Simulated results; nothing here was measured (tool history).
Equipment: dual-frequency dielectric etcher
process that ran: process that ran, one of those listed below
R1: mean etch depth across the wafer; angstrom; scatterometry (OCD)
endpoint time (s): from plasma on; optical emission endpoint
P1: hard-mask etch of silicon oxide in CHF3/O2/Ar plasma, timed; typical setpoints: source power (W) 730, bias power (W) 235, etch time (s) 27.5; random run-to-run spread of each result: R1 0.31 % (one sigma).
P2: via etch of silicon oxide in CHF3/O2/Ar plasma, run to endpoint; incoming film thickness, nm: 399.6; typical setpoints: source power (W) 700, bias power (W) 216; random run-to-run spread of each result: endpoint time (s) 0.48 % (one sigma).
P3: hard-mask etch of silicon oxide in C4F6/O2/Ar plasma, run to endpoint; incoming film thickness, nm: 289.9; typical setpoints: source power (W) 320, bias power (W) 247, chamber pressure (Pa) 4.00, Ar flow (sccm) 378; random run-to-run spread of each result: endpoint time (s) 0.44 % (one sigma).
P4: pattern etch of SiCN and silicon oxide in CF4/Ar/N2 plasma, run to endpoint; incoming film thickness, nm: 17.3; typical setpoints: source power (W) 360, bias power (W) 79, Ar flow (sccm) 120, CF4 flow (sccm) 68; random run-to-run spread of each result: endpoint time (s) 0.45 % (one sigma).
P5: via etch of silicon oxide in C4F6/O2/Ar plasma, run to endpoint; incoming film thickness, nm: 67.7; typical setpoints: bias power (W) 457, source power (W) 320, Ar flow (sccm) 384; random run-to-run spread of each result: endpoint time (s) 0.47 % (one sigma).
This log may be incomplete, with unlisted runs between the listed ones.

run 1 day=0.467 | process_that_ran=P1 source_power_(W)=730 bias_power_(W)=235 etch_time_(s)=27.5 | R1=647.76
run 2 day=0.750 | process_that_ran=P1 source_power_(W)=730 bias_power_(W)=179 etch_time_(s)=27.5 | R1=587.32
run 3 day=1.175 | process_that_ran=P1 source_power_(W)=1030 bias_power_(W)=235 etch_time_(s)=27.5 | R1=737.12
run 4 day=1.512 | process_that_ran=P3 source_power_(W)=320 bias_power_(W)=247 chamber_pressure_(Pa)=4.00 Ar_flow_(sccm)=378 | endpoint_time_(s)=95.748
run 5 day=2.133 | process_that_ran=P5 source_power_(W)=320 bias_power_(W)=457 Ar_flow_(sccm)=384 | endpoint_time_(s)=17.271
run 6 day=2.454 | process_that_ran=P4 source_power_(W)=360 bias_power_(W)=79 Ar_flow_(sccm)=120 CF4_flow_(sccm)=68 | endpoint_time_(s)=24.971
run 7 day=2.996 | process_that_ran=P3 source_power_(W)=320 bias_power_(W)=247 chamber_pressure_(Pa)=4.00 Ar_flow_(sccm)=229 | endpoint_time_(s)=90.624
run 8 day=3.442 | process_that_ran=P3 source_power_(W)=320 bias_power_(W)=247 chamber_pressure_(Pa)=4.00 Ar_flow_(sccm)=378 | endpoint_time_(s)=95.429
run 9 day=4.058 | process_that_ran=P2 source_power_(W)=700 bias_power_(W)=283 | endpoint_time_(s)=158.500
run 10 day=4.362 | process_that_ran=P4 source_power_(W)=290 bias_power_(W)=79 Ar_flow_(sccm)=120 CF4_flow_(sccm)=68 | endpoint_time_(s)=30.119
run 11 day=4.942 | process_that_ran=P1 source_power_(W)=480 bias_power_(W)=235 etch_time_(s)=27.5 | R1=553.92
run 12 day=5.246 | process_that_ran=P5 source_power_(W)=320 bias_power_(W)=345 Ar_flow_(sccm)=384 | endpoint_time_(s)=19.070
run 13 day=5.554 | process_that_ran=P3 source_power_(W)=190 bias_power_(W)=247 chamber_pressure_(Pa)=4.00 Ar_flow_(sccm)=378 | endpoint_time_(s)=115.960
run 14 day=5.962 | process_that_ran=P1 source_power_(W)=730 bias_power_(W)=320 etch_time_(s)=27.5 | R1=720.65
run 15 day=6.346 | process_that_ran=P2 source_power_(W)=700 bias_power_(W)=216 | endpoint_time_(s)=172.950
run 16 day=6.829 | process_that_ran=P1 source_power_(W)=730 bias_power_(W)=235 etch_time_(s)=27.5 | R1=647.76
run 17 day=7.108 | process_that_ran=P4 source_power_(W)=360 bias_power_(W)=55 Ar_flow_(sccm)=120 CF4_flow_(sccm)=68 | endpoint_time_(s)=28.435
-- day=7.175 wet clean of the chamber
run 18 day=7.471 | process_that_ran=P1 source_power_(W)=730 bias_power_(W)=235 etch_time_(s)=27.5 | R1=645.29
run 19 day=7.808 | process_that_ran=P1 source_power_(W)=730 bias_power_(W)=172 etch_time_(s)=19.5 | R1=414.63
run 20 day=8.379 | process_that_ran=P4 source_power_(W)=360 bias_power_(W)=79 Ar_flow_(sccm)=74 CF4_flow_(sccm)=68 | endpoint_time_(s)=23.143
run 21 day=8.925 | process_that_ran=P5 source_power_(W)=320 bias_power_(W)=457 Ar_flow_(sccm)=384 | endpoint_time_(s)=17.419
run 22 day=9.492 | process_that_ran=P5 source_power_(W)=250 bias_power_(W)=457 Ar_flow_(sccm)=384 | endpoint_time_(s)=18.982
run 23 day=10.050 | process_that_ran=P1 source_power_(W)=940 bias_power_(W)=235 etch_time_(s)=33.0 | R1=857.02
run 24 day=10.517 | process_that_ran=P4 source_power_(W)=360 bias_power_(W)=79 Ar_flow_(sccm)=120 CF4_flow_(sccm)=68 | endpoint_time_(s)=24.869
run 25 day=11.062 | process_that_ran=P4 source_power_(W)=360 bias_power_(W)=79 Ar_flow_(sccm)=120 CF4_flow_(sccm)=81 | endpoint_time_(s)=24.302
run 26 day=11.354 | process_that_ran=P5 source_power_(W)=320 bias_power_(W)=457 Ar_flow_(sccm)=270 | endpoint_time_(s)=16.655
run 27 day=11.738 | process_that_ran=P1 source_power_(W)=730 bias_power_(W)=235 etch_time_(s)=38.0 | R1=892.31
run 28 day=12.100 | process_that_ran=P1 source_power_(W)=730 bias_power_(W)=235 etch_time_(s)=27.5 | R1=647.23
run 29 day=12.504 | process_that_ran=P2 source_power_(W)=900 bias_power_(W)=216 | endpoint_time_(s)=159.350
-- day=12.862 bias power generator calibrated
run 30 day=13.000 | process_that_ran=P3 source_power_(W)=320 bias_power_(W)=247 chamber_pressure_(Pa)=5.67 Ar_flow_(sccm)=378 | endpoint_time_(s)=99.790
run 31 day=13.392 | process_that_ran=P3 source_power_(W)=320 bias_power_(W)=163 chamber_pressure_(Pa)=4.00 Ar_flow_(sccm)=378 | endpoint_time_(s)=109.450
run 32 day=13.996 | process_that_ran=P1 source_power_(W)=730 bias_power_(W)=235 etch_time_(s)=27.5 | R1=648.80
run 33 day=14.467 | process_that_ran=P1 source_power_(W)=550 bias_power_(W)=235 etch_time_(s)=15.0 | R1=316.05
run 34 day=14.783 | process_that_ran=P1 source_power_(W)=730 bias_power_(W)=235 etch_time_(s)=27.5 | R1=647.12
run 35 day=15.233 | process_that_ran=P1 source_power_(W)=730 bias_power_(W)=235 etch_time_(s)=17.0 | R1=400.43
run 36 day=15.575 | process_that_ran=P1 source_power_(W)=730 bias_power_(W)=235 etch_time_(s)=27.5 | R1=644.93
run 37 day=15.904 | process_that_ran=P1 source_power_(W)=730 bias_power_(W)=235 etch_time_(s)=27.5 | R1=653.29
run 38 day=16.221 | process_that_ran=P1 source_power_(W)=730 bias_power_(W)=235 etch_time_(s)=27.5 | R1=649.28
run 39 day=16.592 | process_that_ran=P1 source_power_(W)=730 bias_power_(W)=235 etch_time_(s)=27.5 | R1=652.14

The next listed run, before its measurement:
run 40 day=17.000 | process_that_ran=P1 source_power_(W)=730 bias_power_(W)=235 etch_time_(s)=27.5 | R1=?

R1: 658.76 angstrom
